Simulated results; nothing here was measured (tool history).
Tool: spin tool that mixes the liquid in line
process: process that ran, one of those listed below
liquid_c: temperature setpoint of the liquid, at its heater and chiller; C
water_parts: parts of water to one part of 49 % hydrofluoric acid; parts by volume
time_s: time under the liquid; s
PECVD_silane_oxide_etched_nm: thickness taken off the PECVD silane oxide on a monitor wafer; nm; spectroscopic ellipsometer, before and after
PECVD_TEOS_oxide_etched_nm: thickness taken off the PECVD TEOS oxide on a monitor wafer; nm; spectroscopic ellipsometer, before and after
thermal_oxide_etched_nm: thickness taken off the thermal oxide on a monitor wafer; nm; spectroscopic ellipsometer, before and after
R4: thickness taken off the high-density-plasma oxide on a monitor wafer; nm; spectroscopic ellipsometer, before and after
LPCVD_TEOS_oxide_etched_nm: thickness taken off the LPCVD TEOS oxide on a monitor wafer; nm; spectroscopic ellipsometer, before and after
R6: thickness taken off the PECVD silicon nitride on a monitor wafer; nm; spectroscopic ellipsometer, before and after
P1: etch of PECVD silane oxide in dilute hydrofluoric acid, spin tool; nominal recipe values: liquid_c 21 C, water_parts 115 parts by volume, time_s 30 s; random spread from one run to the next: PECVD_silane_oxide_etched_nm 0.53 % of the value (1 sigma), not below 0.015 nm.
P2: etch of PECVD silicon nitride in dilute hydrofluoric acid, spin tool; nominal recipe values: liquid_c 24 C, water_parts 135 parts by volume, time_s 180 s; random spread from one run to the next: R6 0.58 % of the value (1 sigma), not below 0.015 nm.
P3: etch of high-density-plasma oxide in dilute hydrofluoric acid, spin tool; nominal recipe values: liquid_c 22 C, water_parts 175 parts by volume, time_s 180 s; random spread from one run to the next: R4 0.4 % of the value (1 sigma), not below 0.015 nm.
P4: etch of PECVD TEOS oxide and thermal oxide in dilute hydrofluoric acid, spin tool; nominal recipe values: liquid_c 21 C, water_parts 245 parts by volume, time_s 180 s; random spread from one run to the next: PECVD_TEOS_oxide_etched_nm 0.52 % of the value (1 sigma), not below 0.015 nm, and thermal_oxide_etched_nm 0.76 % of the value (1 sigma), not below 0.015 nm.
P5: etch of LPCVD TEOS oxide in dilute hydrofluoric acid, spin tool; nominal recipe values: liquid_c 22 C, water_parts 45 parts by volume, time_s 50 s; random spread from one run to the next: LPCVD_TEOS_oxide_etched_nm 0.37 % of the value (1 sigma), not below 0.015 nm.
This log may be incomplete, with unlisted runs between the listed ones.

Run 1, hour 5.4: process P1, liquid_c 21 C, water_parts 115 parts by volume, time_s 30 s. Result: PECVD_silane_oxide_etched_nm 10.807 nm.
Run 2, hour 11.6: process P1, liquid_c 17.5 C, water_parts 115 parts by volume, time_s 45 s. Result: PECVD_silane_oxide_etched_nm 14.06 nm.
Run 3, hour 16.7: process P4, liquid_c 21 C, water_parts 55 parts by volume, time_s 180 s. Result: PECVD_TEOS_oxide_etched_nm 83.588 nm, thermal_oxide_etched_nm 14.676 nm.
Run 4, hour 19.8: process P4, liquid_c 21 C, water_parts 245 parts by volume, time_s 40 s. Result: PECVD_TEOS_oxide_etched_nm 3.3897 nm, thermal_oxide_etched_nm 0.57467 nm.
Run 5, hour 24.3: process P4, liquid_c 21 C, water_parts 245 parts by volume, time_s 180 s. Result: PECVD_TEOS_oxide_etched_nm 15.345 nm, thermal_oxide_etched_nm 2.6727 nm.
Run 6, hour 30.8: process P3, liquid_c 22 C, water_parts 175 parts by volume, time_s 180 s. Result: R4 6.4608 nm.
Run 7, hour 37.4: process P1, liquid_c 21 C, water_parts 190 parts by volume, time_s 30 s. Result: PECVD_silane_oxide_etched_nm 6.0621 nm.
Run 8, hour 43.6: process P1, liquid_c 21 C, water_parts 115 parts by volume, time_s 30 s. Result: PECVD_silane_oxide_etched_nm 10.864 nm.
Run 9, hour 50.4: process P1, liquid_c 21 C, water_parts 115 parts by volume, time_s 60 s. Result: PECVD_silane_oxide_etched_nm 21.652 nm.
Run 10, hour 55.1: process P5, liquid_c 22 C, water_parts 45 parts by volume, time_s 50 s. Result: LPCVD_TEOS_oxide_etched_nm 27.221 nm.
Run 11, hour 59.9: process P4, liquid_c 21 C, water_parts 245 parts by volume, time_s 180 s. Result: PECVD_TEOS_oxide_etched_nm 15.271 nm, thermal_oxide_etched_nm 2.6535 nm.
Run 12, hour 66.5: process P2, liquid_c 24 C, water_parts 135 parts by volume, time_s 40 s. Result: R6 0.90143 nm.
Run 13, hour 71.9: process P1, liquid_c 21 C, water_parts 115 parts by volume, time_s 30 s. Result: PECVD_silane_oxide_etched_nm 10.942 nm.
Run 14, hour 77.7: process P1, liquid_c 17 C, water_parts 115 parts by volume, time_s 30 s. Result: PECVD_silane_oxide_etched_nm 9.2185 nm.
Run 15, hour 82.4: process P1, liquid_c 21 C, water_parts 115 parts by volume, time_s 30 s. Result: PECVD_silane_oxide_etched_nm 10.892 nm.
Run 16, hour 86: process P2, liquid_c 24 C, water_parts 40 parts by volume, time_s 180 s. Result: R6 13.216 nm.
Run 17, hour 90.1: process P1, liquid_c 21 C, water_parts 75 parts by volume, time_s 55 s. Result: PECVD_silane_oxide_etched_nm 31.933 nm.
Run 18, hour 96: process P1, liquid_c 27.5 C, water_parts 115 parts by volume, time_s 30 s. Result: PECVD_silane_oxide_etched_nm 13.905 nm.
Run 19, hour 102.5: process P1, liquid_c 21 C, water_parts 115 parts by volume, time_s 30 s. Result: PECVD_silane_oxide_etched_nm 10.769 nm.
Run 20, hour 106: process P4, liquid_c 29 C, water_parts 245 parts by volume, time_s 180 s. Result: PECVD_TEOS_oxide_etched_nm 20.386 nm, thermal_oxide_etched_nm 3.5407 nm.
Run 21, hour 109.8: process P3, liquid_c 22 C, water_parts 175 parts by volume, time_s 180 s. Result: R4 6.4729 nm.
Run 22, hour 112.8: process P5, liquid_c 22 C, water_parts 75 parts by volume, time_s 50 s. Result: LPCVD_TEOS_oxide_etched_nm 15.654 nm.
Run 23, hour 117.2: process P5, liquid_c 22 C, water_parts 45 parts by volume, time_s 80 s. Result: LPCVD_TEOS_oxide_etched_nm 43.274 nm.
Run 24, hour 121.7: process P1, liquid_c 21 C, water_parts 70 parts by volume, time_s 30 s. Result: PECVD_silane_oxide_etched_nm 18.591 nm.
Run 25, hour 125.4: process P5, liquid_c 30 C, water_parts 45 parts by volume, time_s 50 s. Result: LPCVD_TEOS_oxide_etched_nm 37.092 nm.
Run 26, hour 131.6: process P3, liquid_c 22 C, water_parts 175 parts by volume, time_s 55 s. Result: R4 1.9888 nm.
Run 27, hour 136.8: process P2, liquid_c 20.5 C, water_parts 135 parts by volume, time_s 180 s. Result: R6 3.1343 nm.
Run 28, hour 141: process P2, liquid_c 24 C, water_parts 135 parts by volume, time_s 180 s. Result: R6 4.0098 nm.
Run 29, hour 147.1: process P1, liquid_c 21 C, water_parts 115 parts by volume, time_s 15 s. Result: PECVD_silane_oxide_etched_nm 5.4386 nm.
Run 30, hour 153.6: process P3, liquid_c 22 C, water_parts 30 parts by volume, time_s 180 s. Result: R4 44.579 nm.
Run 31, hour 157: process P3, liquid_c 17 C, water_parts 175 parts by volume, time_s 180 s. Result: R4 5.3342 nm.
Run 32, hour 161.9: process P1, liquid_c 21 C, water_parts 115 parts by volume, time_s 30 s. Result: PECVD_silane_oxide_etched_nm 10.956 nm.
Run 33, hour 164.9: process P1, liquid_c 21 C, water_parts 115 parts by volume, time_s 30 s. Result: PECVD_silane_oxide_etched_nm 10.826 nm.
Run 34, hour 169.4: process P1, liquid_c 21 C, water_parts 115 parts by volume, time_s 30 s. Result: PECVD_silane_oxide_etched_nm 11.074 nm.
Run 35, hour 176: process P1, liquid_c 21 C, water_parts 115 parts by volume, time_s 30 s. Result: PECVD_silane_oxide_etched_nm 11.282 nm.
Run 36, hour 180.7: process P1, liquid_c 21 C, water_parts 115 parts by volume, time_s 30 s. Result: PECVD_silane_oxide_etched_nm 11.344 nm.
Run 37, hour 184.3: process P1, liquid_c 21 C, water_parts 115 parts by volume, time_s 30 s. Result: PECVD_silane_oxide_etched_nm 11.45 nm.
Run 38, hour 189.8: process P1, liquid_c 21 C, water_parts 115 parts by volume, time_s 30 s. Result: PECVD_silane_oxide_etched_nm 11.4 nm.
Run 39, hour 193.8: process P1, liquid_c 21 C, water_parts 115 parts by volume, time_s 30 s. Result: PECVD_silane_oxide_etched_nm 11.567 nm.
Run 40, hour 199.9: process P1, liquid_c 21 C, water_parts 115 parts by volume, time_s 30 s. Result: PECVD_silane_oxide_etched_nm 11.585 nm.
Run 41, hour 206.2: process P1, liquid_c 21 C, water_parts 115 parts by volume, time_s 30 s. Result: PECVD_silane_oxide_etched_nm 11.501 nm.
Run 42, hour 209.4: process P1, liquid_c 21 C, water_parts 115 parts by volume, time_s 30 s. Result: PECVD_silane_oxide_etched_nm 11.48 nm.

Compared with where it was, what P1 gives has crept away. Each cause listed below fits the log as well as the rest, at the size given for it:
A: liquid hotter than its thermometer reads (K) = 1.48
B: hydrofluoric acid flow above the setpoint (%) = 5.39
Onset of the creep was near hour 164.9.

Listed below are the offered check runs, one wafer per run, with question marks in place of results. For which of them would the causes give clearly different outcomes?
Run check 1, hour 212.6: process P3, liquid_c 22 C, water_parts 35 parts by volume, time_s 180 s. Result: R4 ?.
Run check 2, hour 212.6: process P4, liquid_c 21 C, water_parts 130 parts by volume, time_s 50 s. Result: PECVD_TEOS_oxide_etched_nm ?, thermal_oxide_etched_nm ?.
Run check 3, hour 212.6: process P5, liquid_c 29.5 C, water_parts 65 parts by volume, time_s 50 s. Result: LPCVD_TEOS_oxide_etched_nm ?.
Run check 4, hour 212.6: process P2, liquid_c 24 C, water_parts 45 parts by volume, time_s 75 s. Result: R6 ?.

What every check run would give for each of its results, assuming each possible cause in turn:
  check                      result    if A    if B
check 1                          R4  40.521   40.22
check 2  PECVD_TEOS_oxide_etched_nm  9.5833  9.5945
check 2     thermal_oxide_etched_nm  1.6576  1.6596
check 3  LPCVD_TEOS_oxide_etched_nm  26.108  26.114
check 4                          R6  5.3884  5.1343
Minimum pairwise separation of causes per check, each pair taken at its best-separating result: check 1 0.75 %; check 2 0.12 %; check 3 0.02 %; check 4 4.83 %
The causes can be told apart only by check 4. The other checks would give nearly the same results under each of them.

With check 4 done, the readings were: R6 5.3983 nm. Identify which of the listed causes applies.

It is A: liquid hotter than its thermometer reads (K).

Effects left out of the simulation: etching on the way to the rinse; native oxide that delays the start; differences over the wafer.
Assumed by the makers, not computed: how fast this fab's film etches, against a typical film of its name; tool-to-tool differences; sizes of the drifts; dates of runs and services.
